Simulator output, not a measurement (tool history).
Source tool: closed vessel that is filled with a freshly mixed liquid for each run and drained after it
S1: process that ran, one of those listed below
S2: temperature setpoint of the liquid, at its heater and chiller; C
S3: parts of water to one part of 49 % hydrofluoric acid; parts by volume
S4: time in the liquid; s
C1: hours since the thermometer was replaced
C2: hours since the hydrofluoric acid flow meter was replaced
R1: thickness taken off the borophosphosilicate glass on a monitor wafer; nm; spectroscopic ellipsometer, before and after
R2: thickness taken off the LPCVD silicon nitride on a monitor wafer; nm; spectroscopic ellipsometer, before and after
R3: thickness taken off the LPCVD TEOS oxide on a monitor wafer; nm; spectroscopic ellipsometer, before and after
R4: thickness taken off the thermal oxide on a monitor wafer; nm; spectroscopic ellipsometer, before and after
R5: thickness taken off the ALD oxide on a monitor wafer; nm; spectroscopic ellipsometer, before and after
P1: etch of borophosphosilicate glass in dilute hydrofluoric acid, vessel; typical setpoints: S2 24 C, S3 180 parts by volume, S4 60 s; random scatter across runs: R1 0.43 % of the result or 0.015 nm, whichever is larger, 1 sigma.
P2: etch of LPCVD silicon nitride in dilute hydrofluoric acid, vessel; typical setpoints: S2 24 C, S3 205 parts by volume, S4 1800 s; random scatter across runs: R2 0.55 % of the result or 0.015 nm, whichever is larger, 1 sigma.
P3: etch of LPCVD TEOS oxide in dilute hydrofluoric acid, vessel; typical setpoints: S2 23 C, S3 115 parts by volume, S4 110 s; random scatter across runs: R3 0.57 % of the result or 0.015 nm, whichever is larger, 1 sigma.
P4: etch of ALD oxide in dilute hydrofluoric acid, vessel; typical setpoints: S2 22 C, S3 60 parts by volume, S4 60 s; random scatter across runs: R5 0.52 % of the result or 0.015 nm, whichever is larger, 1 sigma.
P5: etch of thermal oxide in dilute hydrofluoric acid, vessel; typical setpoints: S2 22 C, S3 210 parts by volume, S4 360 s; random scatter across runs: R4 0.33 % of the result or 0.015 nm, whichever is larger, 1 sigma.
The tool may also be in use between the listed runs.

run 1 day=0.425 | S1=P1 S2=24 S3=180 S4=60 | C1=1665.8 C2=87.3 | R1=10.895
run 2 day=0.683 | S1=P2 S2=24 S3=205 S4=1800 | C1=1672 C2=93.5 | R2=4.1071
run 3 day=0.908 | S1=P3 S2=19 S3=115 S4=110 | C1=1677.4 C2=98.9 | R3=12.975
run 4 day=1.371 | S1=P3 S2=23 S3=25 S4=110 | C1=1688.5 C2=110 | R3=78.636
run 5 day=1.65 | S1=P1 S2=29.5 S3=180 S4=85 | C1=1695.2 C2=116.7 | R1=18.9
run 6 day=2.071 | S1=P1 S2=24 S3=180 S4=60 | C1=1705.3 C2=126.8 | R1=10.842
run 7 day=2.321 | S1=P5 S2=22 S3=290 S4=360 | C1=1711.3 C2=132.8 | R4=4.2153
run 8 day=2.633 | S1=P5 S2=17 S3=210 S4=360 | C1=1718.8 C2=140.3 | R4=5.1685
run 9 day=2.904 | S1=P1 S2=24 S3=180 S4=30 | C1=1725.3 C2=146.8 | R1=5.4318
run 10 day=3.183 | S1=P1 S2=24 S3=180 S4=60 | C1=1732 C2=153.5 | R1=10.921
run 11 day=3.483 | S1=P4 S2=22 S3=60 S4=60 | C1=1739.2 C2=160.7 | R5=9.2268
run 12 day=3.762 | S1=P5 S2=22 S3=210 S4=205 | C1=1745.9 C2=167.4 | R4=3.6271
run 13 day=4.075 | S1=P3 S2=23 S3=115 S4=215 | C1=1753.4 C2=174.9 | R3=29.834
run 14 day=4.467 | S1=P1 S2=24 S3=260 S4=60 | C1=1762.8 C2=184.3 | R1=6.9335
run 15 day=4.775 | S1=P2 S2=24 S3=205 S4=1800 | C1=1770.2 C2=191.7 | R2=4.0744
run 16 day=4.996 | S1=P4 S2=22 S3=60 S4=30 | C1=1775.5 C2=197 | R5=4.701
run 17 day=5.35 | S1=P1 S2=30 S3=180 S4=60 | C1=1784 C2=205.5 | R1=13.611
run 18 day=5.8 | S1=P5 S2=22 S3=210 S4=360 | C1=1794.8 C2=216.3 | R4=6.2802
run 19 day=6.225 | S1=P2 S2=24 S3=205 S4=3275 | C1=1805 C2=226.5 | R2=7.4733
run 20 day=6.538 | S1=P2 S2=24 S3=65 S4=1800 | C1=1812.5 C2=234 | R2=12.763
run 21 day=6.796 | S1=P1 S2=24 S3=180 S4=100 | C1=1818.7 C2=240.2 | R1=18.107
run 22 day=6.992 | S1=P1 S2=24 S3=180 S4=60 | C1=1823.4 C2=244.9 | R1=10.938
run 23 day=7.317 | S1=P3 S2=23 S3=115 S4=110 | C1=1831.2 C2=252.7 | R3=15.311
run 24 day=7.667 | S1=P4 S2=22 S3=20 S4=60 | C1=1839.6 C2=261.1 | R5=29.12
run 25 day=8.062 | S1=P2 S2=19.5 S3=205 S4=1800 | C1=1849.1 C2=270.6 | R2=3.0787
run 26 day=8.4 | S1=P1 S2=24 S3=60 S4=60 | C1=1857.2 C2=278.7 | R1=37.726
run 27 day=8.783 | S1=P1 S2=20.5 S3=180 S4=60 | C1=1866.4 C2=287.9 | R1=9.5532
run 28 day=9.012 | S1=P1 S2=24 S3=180 S4=60 | C1=1871.9 C2=293.4 | R1=10.91
run 29 day=9.242 | S1=P4 S2=29 S3=60 S4=60 | C1=1877.4 C2=298.9 | R5=12.275
run 30 day=9.612 | S1=P1 S2=24 S3=180 S4=60 | C1=1886.3 C2=307.8 | R1=10.926
run 31 day=9.883 | S1=P1 S2=24 S3=180 S4=60 | C1=1892.8 C2=314.3 | R1=11.186
run 32 day=10.35 | S1=P1 S2=24 S3=180 S4=60 | C1=1904 C2=325.5 | R1=11.488
run 33 day=10.633 | S1=P1 S2=24 S3=180 S4=60 | C1=1910.8 C2=332.3 | R1=11.627
run 34 day=10.912 | S1=P1 S2=24 S3=180 S4=60 | C1=1917.5 C2=339 | R1=11.736
run 35 day=11.262 | S1=P1 S2=24 S3=180 S4=60 | C1=1925.9 C2=347.4 | R1=11.766
run 36 day=11.667 | S1=P1 S2=24 S3=180 S4=60 | C1=1935.6 C2=357.1 | R1=11.784
run 37 day=11.979 | S1=P1 S2=24 S3=180 S4=60 | C1=1943.1 C2=364.6 | R1=11.908
run 38 day=12.438 | S1=P1 S2=24 S3=180 S4=60 | C1=1954.1 C2=375.6 | R1=11.908
run 39 day=12.717 | S1=P1 S2=24 S3=180 S4=60 | C1=1960.8 C2=382.3 | R1=11.94
run 40 day=13.021 | S1=P1 S2=24 S3=180 S4=60 | C1=1968.1 C2=389.6 | R1=11.913
run 41 day=13.321 | S1=P1 S2=24 S3=180 S4=60 | C1=1975.3 C2=396.8 | R1=11.959

Compared with where it was, what P1 gives has crept away. Each cause listed below fits the log as well as the rest, at the size given for it:
A: hydrofluoric acid flow above the setpoint (%) = 7.87
B: liquid hotter than its thermometer reads (K) = 2.45
The gradual shift began around day 9.612.

4 check runs are offered, one wafer each, their results left as question marks. Which one tells the causes apart?
run check 1 day=13.621 | S1=P4 S2=28.5 S3=60 S4=30 | R5=?
run check 2 day=13.621 | S1=P5 S2=17 S3=270 S4=360 | R4=?
run check 3 day=13.621 | S1=P2 S2=24 S3=85 S4=3185 | R2=?
run check 4 day=13.621 | S1=P3 S2=20 S3=115 S4=210 | R3=?

What each check would give under each cause:
check=check_1 result=R5 if_A=6.5509 if_B=6.6382
check=check_2 result=R4 if_A=4.2077 if_B=4.208
check=check_3 result=R2 if_A=18.705 if_B=20.392
check=check_4 result=R3 if_A=28.059 if_B=28.443
How far apart the two closest causes lie, in the result that separates them most: check 1 1.32 %; check 2 0.01 %; check 3 8.63 %; check 4 1.36 %
Check 3 tells the causes apart: in the others they would give nearly the same result.

The results of check 3 are: R2 20.507 nm. Based on these, which of the listed causes is it?

Of the candidate causes, it is B: liquid hotter than its thermometer reads (K).

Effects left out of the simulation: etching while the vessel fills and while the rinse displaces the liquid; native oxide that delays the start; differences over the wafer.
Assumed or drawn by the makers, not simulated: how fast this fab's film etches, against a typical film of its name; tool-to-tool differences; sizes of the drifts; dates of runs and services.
